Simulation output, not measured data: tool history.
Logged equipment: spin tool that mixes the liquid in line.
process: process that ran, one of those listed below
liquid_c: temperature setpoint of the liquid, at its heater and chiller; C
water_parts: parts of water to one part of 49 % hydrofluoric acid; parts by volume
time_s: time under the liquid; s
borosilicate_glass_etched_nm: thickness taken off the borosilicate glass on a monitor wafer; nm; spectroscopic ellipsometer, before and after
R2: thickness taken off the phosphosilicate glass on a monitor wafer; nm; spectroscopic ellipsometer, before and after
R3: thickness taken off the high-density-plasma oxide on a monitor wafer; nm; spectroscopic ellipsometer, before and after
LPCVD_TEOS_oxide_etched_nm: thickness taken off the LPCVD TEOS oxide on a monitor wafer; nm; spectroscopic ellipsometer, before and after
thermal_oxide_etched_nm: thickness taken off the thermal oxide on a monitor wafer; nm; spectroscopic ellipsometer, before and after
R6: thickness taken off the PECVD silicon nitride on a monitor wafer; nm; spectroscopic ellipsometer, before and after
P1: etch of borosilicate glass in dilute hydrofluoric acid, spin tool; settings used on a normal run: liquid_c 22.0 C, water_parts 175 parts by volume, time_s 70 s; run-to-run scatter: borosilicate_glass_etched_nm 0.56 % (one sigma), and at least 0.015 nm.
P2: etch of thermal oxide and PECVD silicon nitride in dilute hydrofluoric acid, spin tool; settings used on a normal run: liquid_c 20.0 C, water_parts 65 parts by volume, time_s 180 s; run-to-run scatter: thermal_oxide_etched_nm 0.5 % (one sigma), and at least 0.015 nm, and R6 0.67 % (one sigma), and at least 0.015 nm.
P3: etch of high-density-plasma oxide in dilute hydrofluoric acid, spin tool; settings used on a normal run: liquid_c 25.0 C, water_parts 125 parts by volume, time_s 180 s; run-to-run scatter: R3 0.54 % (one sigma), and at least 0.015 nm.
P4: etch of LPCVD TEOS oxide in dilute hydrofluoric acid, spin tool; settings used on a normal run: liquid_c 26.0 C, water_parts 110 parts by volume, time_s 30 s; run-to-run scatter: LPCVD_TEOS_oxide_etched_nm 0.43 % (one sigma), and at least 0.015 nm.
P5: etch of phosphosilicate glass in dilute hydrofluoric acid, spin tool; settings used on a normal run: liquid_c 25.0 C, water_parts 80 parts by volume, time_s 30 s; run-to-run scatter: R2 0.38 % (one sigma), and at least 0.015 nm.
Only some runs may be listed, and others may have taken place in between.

Run 1, hour 9.1: process P1, liquid_c 22.0 C, water_parts 175 parts by volume, time_s 70 s. Result: borosilicate_glass_etched_nm 8.75150 nm.
Run 2, hour 22.4: process P1, liquid_c 27.5 C, water_parts 175 parts by volume, time_s 120 s. Result: borosilicate_glass_etched_nm 18.36300 nm.
Run 3, hour 32.8: process P5, liquid_c 25.0 C, water_parts 80 parts by volume, time_s 30 s. Result: R2 25.678 nm.
Run 4, hour 49.5: process P1, liquid_c 22.0 C, water_parts 250 parts by volume, time_s 70 s. Result: borosilicate_glass_etched_nm 5.71140 nm.
Run 5, hour 61.7: process P3, liquid_c 25.0 C, water_parts 125 parts by volume, time_s 340 s. Result: R3 16.1930 nm.
Run 6, hour 73.1: process P3, liquid_c 25.0 C, water_parts 125 parts by volume, time_s 180 s. Result: R3 8.6768 nm.
Run 7, hour 81.1: process P5, liquid_c 32.5 C, water_parts 80 parts by volume, time_s 30 s. Result: R2 34.196 nm.
Run 8, hour 95.4: process P1, liquid_c 17.0 C, water_parts 175 parts by volume, time_s 70 s. Result: borosilicate_glass_etched_nm 7.19050 nm.
Run 9, hour 111.2: process P4, liquid_c 19.5 C, water_parts 110 parts by volume, time_s 30 s. Result: LPCVD_TEOS_oxide_etched_nm 8.5797 nm.
Run 10, hour 121.7: process P4, liquid_c 26.0 C, water_parts 60 parts by volume, time_s 30 s. Result: LPCVD_TEOS_oxide_etched_nm 21.7320 nm.
Run 11, hour 134.1: process P5, liquid_c 25.0 C, water_parts 25 parts by volume, time_s 30 s. Result: R2 88.365 nm.
Run 12, hour 145.2: process P1, liquid_c 22.0 C, water_parts 175 parts by volume, time_s 70 s. Result: borosilicate_glass_etched_nm 8.72670 nm.
Run 13, hour 158.1: process P1, liquid_c 17.0 C, water_parts 175 parts by volume, time_s 135 s. Result: borosilicate_glass_etched_nm 13.83200 nm.
Run 14, hour 168.8: process P1, liquid_c 22.0 C, water_parts 175 parts by volume, time_s 70 s. Result: borosilicate_glass_etched_nm 8.68430 nm.
Run 15, hour 178.8: process P1, liquid_c 29.0 C, water_parts 175 parts by volume, time_s 70 s. Result: borosilicate_glass_etched_nm 11.28300 nm.
Run 16, hour 188.4: process P1, liquid_c 22.0 C, water_parts 175 parts by volume, time_s 70 s. Result: borosilicate_glass_etched_nm 8.68900 nm.
Run 17, hour 197.3: process P2, liquid_c 20.0 C, water_parts 65 parts by volume, time_s 180 s. Result: thermal_oxide_etched_nm 11.8850 nm, R6 3.7843 nm.
Run 18, hour 208.1: process P4, liquid_c 26.0 C, water_parts 110 parts by volume, time_s 30 s. Result: LPCVD_TEOS_oxide_etched_nm 11.0610 nm.
Run 19, hour 224.8: process P4, liquid_c 26.0 C, water_parts 110 parts by volume, time_s 30 s. Result: LPCVD_TEOS_oxide_etched_nm 11.1050 nm.
At hour 227.4: thermometer replaced.
Run 20, hour 234.1: process P4, liquid_c 26.0 C, water_parts 110 parts by volume, time_s 65 s. Result: LPCVD_TEOS_oxide_etched_nm 23.8120 nm.
Run 21, hour 246.9: process P1, liquid_c 22.0 C, water_parts 315 parts by volume, time_s 15 s. Result: borosilicate_glass_etched_nm 0.89482 nm.
Run 22, hour 256.1: process P1, liquid_c 22.0 C, water_parts 40 parts by volume, time_s 70 s. Result: borosilicate_glass_etched_nm 44.97800 nm.
Run 23, hour 267.4: process P3, liquid_c 31.5 C, water_parts 125 parts by volume, time_s 180 s. Result: R3 10.9780 nm.
Run 24, hour 276.7: process P1, liquid_c 22.0 C, water_parts 175 parts by volume, time_s 70 s. Result: borosilicate_glass_etched_nm 8.74730 nm.
Run 25, hour 291.3: process P1, liquid_c 22.0 C, water_parts 175 parts by volume, time_s 70 s. Result: borosilicate_glass_etched_nm 8.72560 nm.
Run 26, hour 307.9: process P3, liquid_c 25.0 C, water_parts 50 parts by volume, time_s 180 s. Result: R3 23.6960 nm.
Run 27, hour 320.0: process P5, liquid_c 25.0 C, water_parts 80 parts by volume, time_s 50 s. Result: R2 42.669 nm.
Run 28, hour 330.9: process P5, liquid_c 25.0 C, water_parts 80 parts by volume, time_s 30 s. Result: R2 25.651 nm.
Run 29, hour 345.5: process P2, liquid_c 20.0 C, water_parts 65 parts by volume, time_s 180 s. Result: thermal_oxide_etched_nm 11.9330 nm, R6 3.7096 nm.
Run 30, hour 357.8: process P1, liquid_c 22.0 C, water_parts 175 parts by volume, time_s 15 s. Result: borosilicate_glass_etched_nm 1.84880 nm.
Run 31, hour 372.2: process P2, liquid_c 17.0 C, water_parts 65 parts by volume, time_s 180 s. Result: thermal_oxide_etched_nm 10.4100 nm, R6 3.0544 nm.
Run 32, hour 388.8: process P2, liquid_c 20.0 C, water_parts 90 parts by volume, time_s 180 s. Result: thermal_oxide_etched_nm 8.4075 nm, R6 2.6889 nm.
Run 33, hour 399.8: process P2, liquid_c 20.0 C, water_parts 65 parts by volume, time_s 285 s. Result: thermal_oxide_etched_nm 19.0460 nm, R6 5.9099 nm.
Run 34, hour 414.5: process P1, liquid_c 22.0 C, water_parts 175 parts by volume, time_s 135 s. Result: borosilicate_glass_etched_nm 16.76600 nm.
Run 35, hour 429.8: process P1, liquid_c 22.0 C, water_parts 175 parts by volume, time_s 70 s. Result: borosilicate_glass_etched_nm 8.68920 nm.
Run 36, hour 444.2: process P1, liquid_c 22.0 C, water_parts 175 parts by volume, time_s 70 s. Result: borosilicate_glass_etched_nm 8.26130 nm.
Run 37, hour 460.9: process P1, liquid_c 22.0 C, water_parts 175 parts by volume, time_s 70 s. Result: borosilicate_glass_etched_nm 8.08550 nm.
Run 38, hour 469.3: process P1, liquid_c 22.0 C, water_parts 175 parts by volume, time_s 70 s. Result: borosilicate_glass_etched_nm 8.06140 nm.
Run 39, hour 478.7: process P1, liquid_c 22.0 C, water_parts 175 parts by volume, time_s 70 s. Result: borosilicate_glass_etched_nm 8.01350 nm.
Run 40, hour 491.8: process P1, liquid_c 22.0 C, water_parts 175 parts by volume, time_s 70 s. Result: borosilicate_glass_etched_nm 7.98040 nm.
Run 41, hour 499.7: process P1, liquid_c 22.0 C, water_parts 175 parts by volume, time_s 70 s. Result: borosilicate_glass_etched_nm 8.03030 nm.

Compared with where it was, what P1 gives has crept away. Each cause listed below fits the log as well as the rest, at the size given for it:
A: liquid colder than its thermometer reads (K) = 2.15
B: hydrofluoric acid flow below the setpoint (%) = 6.76
The process output started creeping at around hour 429.8.

4 check runs are offered, one wafer each, their results left as question marks. Which one tells the causes apart?
Run check 1, hour 507.6: process P3, liquid_c 25.0 C, water_parts 60 parts by volume, time_s 290 s. Result: R3 ?.
Run check 2, hour 507.6: process P4, liquid_c 23.0 C, water_parts 110 parts by volume, time_s 30 s. Result: LPCVD_TEOS_oxide_etched_nm ?.
Run check 3, hour 507.6: process P5, liquid_c 30.5 C, water_parts 80 parts by volume, time_s 50 s. Result: R2 ?.
Run check 4, hour 507.6: process P2, liquid_c 17.0 C, water_parts 85 parts by volume, time_s 180 s. Result: thermal_oxide_etched_nm ?, R6 ?.

What each check would give under each cause:
  check                      result     if A     if B
check 1                          R3  28.6170  28.9630
check 2  LPCVD_TEOS_oxide_etched_nm   9.0090   9.0704
check 3                          R2   48.722   48.915
check 4     thermal_oxide_etched_nm   7.1327   7.2468
check 4                          R6   2.0011   2.1771
Per-check spread between the two closest causes, in the result where they differ most: check 1 1.2 %; check 2 0.68 %; check 3 0.39 %; check 4 8.43 %
Only check 4 tells the causes apart: in the others they would give nearly the same result.

Check 4 was carried out, with these results: thermal_oxide_etched_nm 7.1470 nm; R6 1.9594 nm. Which of the listed causes is responsible?

The cause is A: liquid colder than its thermometer reads (K).
